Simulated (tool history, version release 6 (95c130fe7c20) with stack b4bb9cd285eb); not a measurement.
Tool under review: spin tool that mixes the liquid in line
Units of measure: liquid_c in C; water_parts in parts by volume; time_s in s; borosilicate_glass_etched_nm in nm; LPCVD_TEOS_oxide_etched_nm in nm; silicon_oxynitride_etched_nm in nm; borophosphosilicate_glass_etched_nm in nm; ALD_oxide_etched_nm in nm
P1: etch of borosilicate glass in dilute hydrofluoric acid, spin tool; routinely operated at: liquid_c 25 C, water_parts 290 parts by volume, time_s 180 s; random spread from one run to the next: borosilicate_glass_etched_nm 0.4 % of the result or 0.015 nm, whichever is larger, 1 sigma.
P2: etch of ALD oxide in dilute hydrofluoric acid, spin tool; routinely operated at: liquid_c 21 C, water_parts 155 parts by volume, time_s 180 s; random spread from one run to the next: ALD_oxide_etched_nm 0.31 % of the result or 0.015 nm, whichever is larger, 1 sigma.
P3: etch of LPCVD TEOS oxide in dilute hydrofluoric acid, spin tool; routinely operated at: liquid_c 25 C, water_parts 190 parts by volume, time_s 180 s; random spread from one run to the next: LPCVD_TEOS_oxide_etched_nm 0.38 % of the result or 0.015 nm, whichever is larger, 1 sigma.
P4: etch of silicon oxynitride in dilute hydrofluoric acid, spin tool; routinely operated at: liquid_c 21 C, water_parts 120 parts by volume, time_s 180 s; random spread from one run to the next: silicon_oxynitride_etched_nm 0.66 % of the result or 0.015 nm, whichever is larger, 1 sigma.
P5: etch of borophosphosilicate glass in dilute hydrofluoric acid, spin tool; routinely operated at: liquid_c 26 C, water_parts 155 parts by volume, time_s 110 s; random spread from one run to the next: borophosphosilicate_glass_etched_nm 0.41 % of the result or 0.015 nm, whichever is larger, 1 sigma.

| run | hour | process | liquid_c | water_parts | time_s | hours since the thermometer was replaced | hours since the hydrofluoric acid flow meter was replaced | borosilicate_glass_etched_nm | LPCVD_TEOS_oxide_etched_nm | silicon_oxynitride_etched_nm | borophosphosilicate_glass_etched_nm | ALD_oxide_etched_nm |
|---|---|---|---|---|---|---|---|---|---|---|---|---|
| 1 | 7.3 | P1 | 25 | 290 | 180 | 215.9 | 341.2 | 10.222 |  |  |  |  |
| 2 | 15.2 | P3 | 25 | 190 | 265 | 223.8 | 349.1 |  | 56.674 |  |  |  |
| 3 | 20.8 | P1 | 19.5 | 290 | 180 | 229.4 | 354.7 | 8.3863 |  |  |  |  |
| 4 | 24.8 | P4 | 17 | 120 | 180 | 233.4 | 358.7 |  |  | 3.2819 |  |  |
| 5 | 32.3 | P3 | 25 | 60 | 180 | 240.9 | 366.2 |  | 142.21 |  |  |  |
| 6 | 37.8 | P1 | 25 | 290 | 180 | 246.4 | 371.7 | 10.3 |  |  |  |  |
| 7 | 41.6 | P4 | 21 | 120 | 180 | 250.2 | 375.5 |  |  | 4.0157 |  |  |
| 8 | 49 | P1 | 25 | 135 | 20 | 257.6 | 382.9 | 2.873 |  |  |  |  |
| 9 | 53.6 | P1 | 25 | 290 | 55 | 262.2 | 387.5 | 3.1223 |  |  |  |  |
| 10 | 57.6 | P3 | 32.5 | 190 | 180 | 266.2 | 391.5 |  | 49.986 |  |  |  |
| 11 | 63.9 | P1 | 25 | 290 | 180 | 272.5 | 397.8 | 10.258 |  |  |  |  |
| 12 | 70 | P5 | 26 | 155 | 210 | 278.6 | 403.9 |  |  |  | 44.388 |  |
| 13 | 73.7 | P4 | 21 | 120 | 180 | 282.3 | 407.6 |  |  | 3.9647 |  |  |
| 14 | 77.9 | P2 | 21 | 260 | 180 | 286.5 | 411.8 |  |  |  |  | 8.2532 |
| 15 | 84.2 | P5 | 26 | 155 | 110 | 292.8 | 418.1 |  |  |  | 23.235 |  |
| 16 | 92.5 | P4 | 21 | 70 | 180 | 301.1 | 426.4 |  |  | 7.1161 |  |  |
| 17 | 97.3 | P1 | 25 | 290 | 180 | 305.9 | 431.2 | 10.368 |  |  |  |  |
| 18 | 103.2 | P1 | 25 | 145 | 180 | 311.8 | 437.1 | 23.812 |  |  |  |  |
| 19 | 107.5 | P5 | 26 | 255 | 110 | 316.1 | 441.4 |  |  |  | 12.661 |  |
| 20 | 112.6 | P1 | 30 | 290 | 180 | 321.2 | 446.5 | 12.099 |  |  |  |  |
| 21 | 120.4 | P2 | 21 | 155 | 180 | 329 | 454.3 |  |  |  |  | 15.329 |
| 22 | 127.7 | P3 | 25 | 190 | 180 | 336.3 | 461.6 |  | 38.577 |  |  |  |
| 23 | 132.3 | P2 | 21 | 155 | 25 | 340.9 | 466.2 |  |  |  |  | 2.1161 |
| 24 | 139.6 | P2 | 29.5 | 155 | 180 | 348.2 | 473.5 |  |  |  |  | 21.181 |
| 25 | 145.3 | P1 | 25 | 480 | 180 | 353.9 | 479.2 | 5.1945 |  |  |  |  |
| 26 | 151.6 | P1 | 25 | 290 | 180 | 360.2 | 485.5 | 10.232 |  |  |  |  |
| 27 | 156 | P5 | 34 | 155 | 110 | 364.6 | 489.9 |  |  |  | 31.161 |  |
| 28 | 164.1 | P4 | 21 | 120 | 35 | 372.7 | 498 |  |  | 0.78185 |  |  |
| 29 | 172 | P3 | 25 | 190 | 180 | 380.6 | 505.9 |  | 38.362 |  |  |  |
| 30 | 179.9 | P2 | 21 | 155 | 180 | 388.5 | 513.8 |  |  |  |  | 15.417 |
| 31 | 185.4 | P1 | 25 | 290 | 285 | 394 | 519.3 | 16.286 |  |  |  |  |
| 32 | 192.9 | P1 | 25 | 290 | 180 | 401.5 | 526.8 | 10.254 |  |  |  |  |
| 33 | 196.9 | P1 | 25 | 290 | 180 | 405.5 | 530.8 | 10.106 |  |  |  |  |
| 34 | 201.8 | P1 | 25 | 290 | 180 | 410.4 | 535.7 | 9.9234 |  |  |  |  |
| 35 | 209.9 | P1 | 25 | 290 | 180 | 418.5 | 543.8 | 9.7728 |  |  |  |  |
| 36 | 217.5 | P1 | 25 | 290 | 180 | 426.1 | 551.4 | 9.6514 |  |  |  |  |
| 37 | 225.3 | P1 | 25 | 290 | 180 | 433.9 | 559.2 | 9.7058 |  |  |  |  |
| 38 | 230.2 | P1 | 25 | 290 | 180 | 438.8 | 564.1 | 9.6737 |  |  |  |  |

P1 has crept away from where it was. The log is fitted equally well by each of these 2 causes, at the sizes shown:
A: hydrofluoric acid flow below the setpoint (%) = 4.38
B: liquid colder than its thermometer reads (K) = 1.67
Onset of the creep was near hour 192.9.

The list below offers 4 check runs, each averaging the results of 3 wafers, and shows each result as a question mark. For which of them would the listed causes give clearly different results?
| check 1 | 235.1 | P2 | 29 | 250 | 180 |  |  |  |  |  |  | ? |
| check 2 | 235.1 | P3 | 28 | 190 | 180 |  |  |  | ? |  |  |  |
| check 3 | 235.1 | P5 | 33.5 | 155 | 110 |  |  |  |  |  | ? |  |
| check 4 | 235.1 | P4 | 17 | 120 | 180 |  |  |  |  | ? |  |  |

Expected result of each check under each candidate cause:
| check | result | if A | if B |
|---|---|---|---|
| check 1 | ALD_oxide_etched_nm | 10.848 | 10.856 |
| check 2 | LPCVD_TEOS_oxide_etched_nm | 40.589 | 40.389 |
| check 3 | borophosphosilicate_glass_etched_nm | 28.809 | 28.71 |
| check 4 | silicon_oxynitride_etched_nm | 3.1435 | 3.0344 |
How far apart the two closest causes lie, in the result that separates them most: check 1 0.08 %; check 2 0.5 %; check 3 0.34 %; check 4 3.53 %
Only check 4 tells the causes apart: in the others they would give nearly the same result.

Check 4 was carried out, with these results: silicon_oxynitride_etched_nm 3.038 nm. Which of the listed causes is responsible?

It is B: liquid colder than its thermometer reads (K).
